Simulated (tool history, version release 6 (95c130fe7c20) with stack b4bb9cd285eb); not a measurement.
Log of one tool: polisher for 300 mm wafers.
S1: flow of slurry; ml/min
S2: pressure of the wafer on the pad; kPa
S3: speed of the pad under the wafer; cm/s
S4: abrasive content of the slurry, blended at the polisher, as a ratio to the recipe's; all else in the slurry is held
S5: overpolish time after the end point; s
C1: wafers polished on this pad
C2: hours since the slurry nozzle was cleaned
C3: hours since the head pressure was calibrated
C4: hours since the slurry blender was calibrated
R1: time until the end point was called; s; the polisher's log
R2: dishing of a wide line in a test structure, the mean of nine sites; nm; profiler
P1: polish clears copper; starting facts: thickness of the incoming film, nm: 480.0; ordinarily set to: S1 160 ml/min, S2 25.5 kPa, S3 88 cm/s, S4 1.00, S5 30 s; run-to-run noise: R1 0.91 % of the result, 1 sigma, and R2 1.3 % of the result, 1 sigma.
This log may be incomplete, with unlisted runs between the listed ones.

run	hour	S1	S2	S3	S4	S5	C1	C2	C3	C4	R1	R2
1	16.9	160	25.5	88	1.00	30	157	268.2	801.4	199.1	134.970	45.863
2	30.1	105	25.5	88	1.35	30	213	281.4	814.6	212.3	136.740	45.003
3	39.5	160	25.5	88	1.45	30	253	290.8	824.0	221.7	125.120	47.497
4	52.2	160	25.5	138	1.00	30	307	303.5	836.7	234.4	86.196	53.432
5	68.7	160	25.5	88	1.00	10	376	320.0	853.2	250.9	134.870	21.798
6	78.6	160	25.5	88	1.00	30	418	329.9	863.1	260.8	134.600	44.337
7	86.8	160	25.5	88	0.65	30	453	338.1	871.3	269.0	148.300	43.852
8	104.3	160	32.4	54	1.00	30	527	355.6	888.8	286.5	176.470	40.517
9	121.1	160	25.5	88	1.00	59	598	372.4	905.6	303.3	134.760	56.647
10	130.1	225	25.5	88	1.00	30	637	381.4	914.6	312.3	129.760	47.316
11	137.7	160	36.5	88	1.00	30	669	389.0	922.2	319.9	95.153	52.996
12	148.3	160	25.5	88	1.00	30	714	399.6	932.8	330.5	137.360	44.912
13	162.5	160	25.5	48	1.00	30	774	413.8	947.0	344.7	248.440	32.124
14	174.8	160	15.2	88	1.00	30	826	426.1	959.3	357.0	229.700	33.224
# hour 175.0: slurry nozzle cleaned
15	184.1	160	25.5	88	1.20	14	865	9.1	968.6	366.3	131.990	29.886
16	194.0	95	25.5	88	1.00	30	907	19.0	978.5	376.2	152.240	42.542
17	210.2	160	25.5	88	1.00	30	976	35.2	994.7	392.4	137.800	45.002
18	223.7	160	25.5	88	1.00	30	1033	48.7	1008.2	405.9	134.770	45.602
19	239.1	160	25.5	88	1.00	30	1098	64.1	1023.6	421.3	134.250	46.013
20	252.4	160	25.5	88	1.00	30	1155	77.4	1036.9	434.6	141.540	44.235
21	268.9	160	25.5	88	1.00	30	1225	93.9	1053.4	451.1	146.010	45.155
22	283.1	160	25.5	88	1.00	30	1285	108.1	1067.6	465.3	146.550	43.273
23	300.5	160	25.5	88	1.00	30	1359	125.5	1085.0	482.7	146.450	43.494

Forecast run 24:
# hour 303.9: slurry blender recalibrated
# hour 311.4: head pressure recalibrated
24	314.2	160	25.5	88	1.00	30	1417	139.2	2.9	10.3	?	?

Run 24 gave R1 148.630 s, R2 43.670 nm.
